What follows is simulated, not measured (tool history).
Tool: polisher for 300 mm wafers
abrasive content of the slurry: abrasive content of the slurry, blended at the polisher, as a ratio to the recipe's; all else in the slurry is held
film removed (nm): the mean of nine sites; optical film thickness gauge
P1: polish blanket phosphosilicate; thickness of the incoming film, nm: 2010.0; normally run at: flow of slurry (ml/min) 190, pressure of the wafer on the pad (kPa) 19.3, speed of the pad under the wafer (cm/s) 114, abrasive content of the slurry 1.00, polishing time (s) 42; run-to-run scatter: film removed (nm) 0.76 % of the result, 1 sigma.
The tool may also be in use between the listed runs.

run   hour  flow of slurry (ml/min)  pressure of the wafer on the pad (kPa)  speed of the pad under the wafer (cm/s)  abrasive content of the slurry  polishing time (s)  film removed (nm)
  1   12.5                      190                                    19.3                                      114                            1.00                  42             281.25
  2   19.8                      190                                    19.3                                       52                            1.00                  42             151.84
  3   32.1                      190                                    19.3                                      114                            1.00                  42             283.50
  4   42.6                      190                                    19.3                                      114                            1.00                  42             279.64
  5   54.4                      115                                    19.3                                      114                            1.00                  42             256.32
      62.9  -- slurry blender recalibrated
  6   63.7                      190                                    10.3                                      114                            1.00                  42             151.98
      66.0  -- conditioning disc replaced and pad reconditioned
  7   75.6                      190                                    19.3                                      160                            0.60                  42             284.90
  8   86.6                      285                                    19.3                                      114                            1.00                  42             293.33
  9   96.6                      190                                    19.3                                      114                            1.00                  42             284.47
 10  108.2                      190                                    19.3                                      114                            1.00                  42             279.06
 11  120.6                      190                                    19.3                                      114                            0.50                  42             192.19
 12  127.9                      190                                    19.3                                      114                            1.35                  42             315.98
 13  133.9                      190                                    19.3                                      114                            1.00                  24             161.75
 14  139.8                      190                                    19.3                                      148                            1.00                  42             347.77
 15  146.7                      190                                    19.3                                      114                            1.00                  66             442.12
     152.2  -- worn pad replaced by a new one
 16  152.4                      190                                    19.3                                      114                            1.00                  42             280.64
 17  158.4                      190                                    28.3                                      114                            1.00                  42             404.02
 18  170.8                      190                                    19.3                                      114                            1.00                  42             279.82
 19  176.7                      190                                    19.3                                      114                            1.00                  42             270.91
 20  187.7                      190                                    19.3                                      114                            1.00                  42             260.26
 21  196.7                      190                                    19.3                                      114                            1.00                  42             258.94
     207.0  -- worn pad replaced by a new one
 22  207.2                      190                                    19.3                                      114                            1.00                  42             253.47
     212.3  -- slurry nozzle cleaned
 23  215.3                      190                                    19.3                                      114                            1.00                  42             250.09
     219.0  -- conditioning disc replaced and pad reconditioned
 24  227.4                      190                                    19.3                                      114                            1.00                  42             247.27
 25  236.5                      190                                    19.3                                      114                            1.00                  42             247.74
 26  243.3                      190                                    19.3                                      114                            1.00                  42             248.44

What P1 gives has crept away from where it was. These 2 causes fit the log equally well, each at the size given:
A: head's pressure below its setpoint, % = 11.8
B: abrasive missing from the slurry, % = 22.7
The creep began at about hour 170.8.
Why every other cause is out:
removal rate lost through wear of the pad, %: serviced at hour 207.0, which brought nothing back
slurry flow missing at the pad, %: serviced at hour 212.3, which brought nothing back
time polished since the conditioner stopped cutting, s: serviced at hour 219.0, which brought nothing back

4 check runs are offered, each on 3 wafers whose results are averaged, their results left as question marks. Which one tells the causes apart?
check 1  250.1                      190                                    27.6                                      114                            1.00                  42                  ?
check 2  250.1                      115                                    19.3                                       58                            1.00                  42                  ?
check 3  250.1                      190                                    19.3                                      114                            1.00                  33                  ?
check 4  250.1                      190                                    11.7                                      114                            0.60                  42                  ?

What each check would give under each cause:
  check             result    if A    if B
check 1  film removed (nm)  354.26  354.35
check 2  film removed (nm)  132.18  132.21
check 3  film removed (nm)  194.84  194.89
check 4  film removed (nm)  115.55  111.90
How far apart the two closest causes lie, in the result that separates them most: check 1 0.03 %; check 2 0.03 %; check 3 0.03 %; check 4 3.21 %
Check 4 tells the causes apart: in the others they would give nearly the same result.

Then check 4 was run and gave: film removed (nm) 115.63. Which cause is it?

It is A: head's pressure below its setpoint, %.
